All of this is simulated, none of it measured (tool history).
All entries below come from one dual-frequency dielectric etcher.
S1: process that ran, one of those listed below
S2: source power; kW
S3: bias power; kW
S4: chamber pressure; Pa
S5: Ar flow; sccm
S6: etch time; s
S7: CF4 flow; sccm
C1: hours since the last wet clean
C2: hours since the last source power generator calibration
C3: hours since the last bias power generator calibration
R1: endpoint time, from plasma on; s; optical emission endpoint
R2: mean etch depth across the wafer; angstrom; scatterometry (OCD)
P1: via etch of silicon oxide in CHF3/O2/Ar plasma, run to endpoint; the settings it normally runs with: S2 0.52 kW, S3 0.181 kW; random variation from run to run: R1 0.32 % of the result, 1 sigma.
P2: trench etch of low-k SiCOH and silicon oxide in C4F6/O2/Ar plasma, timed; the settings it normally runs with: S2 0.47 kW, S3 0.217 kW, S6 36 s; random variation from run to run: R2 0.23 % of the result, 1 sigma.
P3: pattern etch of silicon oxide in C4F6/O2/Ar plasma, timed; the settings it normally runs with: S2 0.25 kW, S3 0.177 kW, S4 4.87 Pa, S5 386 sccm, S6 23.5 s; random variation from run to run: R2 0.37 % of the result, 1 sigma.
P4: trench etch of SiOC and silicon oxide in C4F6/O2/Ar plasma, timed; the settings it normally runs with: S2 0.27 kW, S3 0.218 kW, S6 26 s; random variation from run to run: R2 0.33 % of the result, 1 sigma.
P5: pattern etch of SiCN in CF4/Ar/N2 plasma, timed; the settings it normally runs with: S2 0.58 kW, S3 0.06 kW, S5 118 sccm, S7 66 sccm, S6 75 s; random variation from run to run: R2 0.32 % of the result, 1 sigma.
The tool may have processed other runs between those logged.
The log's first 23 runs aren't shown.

run   hour  S1    S2     S3    S4   S5    S6  S7     C1      C2     C3      R1      R2
 24  257.1  P1  0.52  0.181                        78.4  3047.8   21.1  331.43
 25  268.2  P1  0.72  0.114                        89.5  3058.9   32.2  338.63
 26  280.6  P1  0.67  0.181                       101.9  3071.3   44.6  297.71
 27  292.1  P4  0.27  0.218             38.5      113.4  3082.8   56.1          696.04
 28  301.3  P5  0.58   0.06        118    75  66  122.6    3092   65.3          723.65
 29  314.6  P5  0.58   0.06        147    75  66  135.9  3105.3   78.6          703.97
 30  327.1  P1  0.52  0.181                       148.4  3117.8   91.1  331.04
 31  339.5  P1  0.52  0.251                       160.8  3130.2  103.5  293.99
 32  351.9  P3  0.25  0.177  4.87  386  23.5      173.2  3142.6  115.9          579.51

Run 33 is up next; what results do you expect?
 33  359.8  P4  0.27  0.218          26      181.1  3150.5  123.8       ?

Run 33 measured R2 469.19 angstrom.
